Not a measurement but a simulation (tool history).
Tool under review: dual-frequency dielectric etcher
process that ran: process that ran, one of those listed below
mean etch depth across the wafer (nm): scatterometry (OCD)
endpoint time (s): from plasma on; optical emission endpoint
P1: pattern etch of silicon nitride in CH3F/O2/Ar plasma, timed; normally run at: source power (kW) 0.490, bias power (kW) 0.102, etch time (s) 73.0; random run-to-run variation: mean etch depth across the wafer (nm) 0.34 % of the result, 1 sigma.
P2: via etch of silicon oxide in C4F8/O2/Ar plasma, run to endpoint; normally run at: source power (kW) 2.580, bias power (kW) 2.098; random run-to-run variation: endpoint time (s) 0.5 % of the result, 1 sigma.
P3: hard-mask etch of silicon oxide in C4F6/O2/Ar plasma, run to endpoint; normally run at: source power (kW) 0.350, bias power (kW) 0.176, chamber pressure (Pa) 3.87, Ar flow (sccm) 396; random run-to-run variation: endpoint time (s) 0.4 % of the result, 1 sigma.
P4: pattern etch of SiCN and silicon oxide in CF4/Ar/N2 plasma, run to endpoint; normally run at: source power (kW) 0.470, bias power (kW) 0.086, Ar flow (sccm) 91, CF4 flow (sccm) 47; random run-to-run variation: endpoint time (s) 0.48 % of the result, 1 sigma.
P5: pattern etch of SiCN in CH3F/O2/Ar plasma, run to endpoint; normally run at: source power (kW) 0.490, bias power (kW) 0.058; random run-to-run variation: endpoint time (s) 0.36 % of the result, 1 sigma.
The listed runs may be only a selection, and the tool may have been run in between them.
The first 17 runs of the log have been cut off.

run   hour  process that ran  source power (kW)  bias power (kW)  etch time (s)  chamber pressure (Pa)  Ar flow (sccm)  CF4 flow (sccm)  mean etch depth across the wafer (nm)  endpoint time (s)
 18  235.2                P5              0.490            0.058                                                                                                                          20.3770
 19  249.0                P1              0.490            0.102           73.0                                                                                         61.274
 20  261.4                P5              0.590            0.058                                                                                                                          18.9180
 21  275.3                P1              0.490            0.102           73.0                                                                                         60.927
 22  287.6                P5              0.490            0.038                                                                                                                          23.3140
 23  302.2                P2              2.580            2.098                                                                                                                         131.2500
 24  318.5                P4              0.470            0.086                                                    53               47                                                   11.1740
 25  328.1                P1              0.490            0.074           73.0                                                                                         54.366
 26  339.2                P4              0.470            0.086                                                    91               58                                                   11.6640
 27  349.5                P1              0.490            0.102           73.0                                                                                         61.092
 28  359.3                P3              0.350            0.231                                  3.87             396                                                                   100.3500
 29  372.0                P3              0.350            0.176                                  3.87             278                                                                   106.4200
 30  384.3                P1              0.490            0.102           73.0                                                                                         61.105
 31  393.5                P1              0.490            0.102           73.0                                                                                         60.876
 32  408.5                P1              0.490            0.102           73.0                                                                                         60.486
 33  422.3                P1              0.490            0.102           73.0                                                                                         60.330

Run 34 is up next; what results do you expect?
     423.9  -- wet clean of the chamber
 34  429.5                P1              0.490            0.102           73.0                                                                                              ?

{"run 34": {"mean etch depth across the wafer (nm)": 60.099}}

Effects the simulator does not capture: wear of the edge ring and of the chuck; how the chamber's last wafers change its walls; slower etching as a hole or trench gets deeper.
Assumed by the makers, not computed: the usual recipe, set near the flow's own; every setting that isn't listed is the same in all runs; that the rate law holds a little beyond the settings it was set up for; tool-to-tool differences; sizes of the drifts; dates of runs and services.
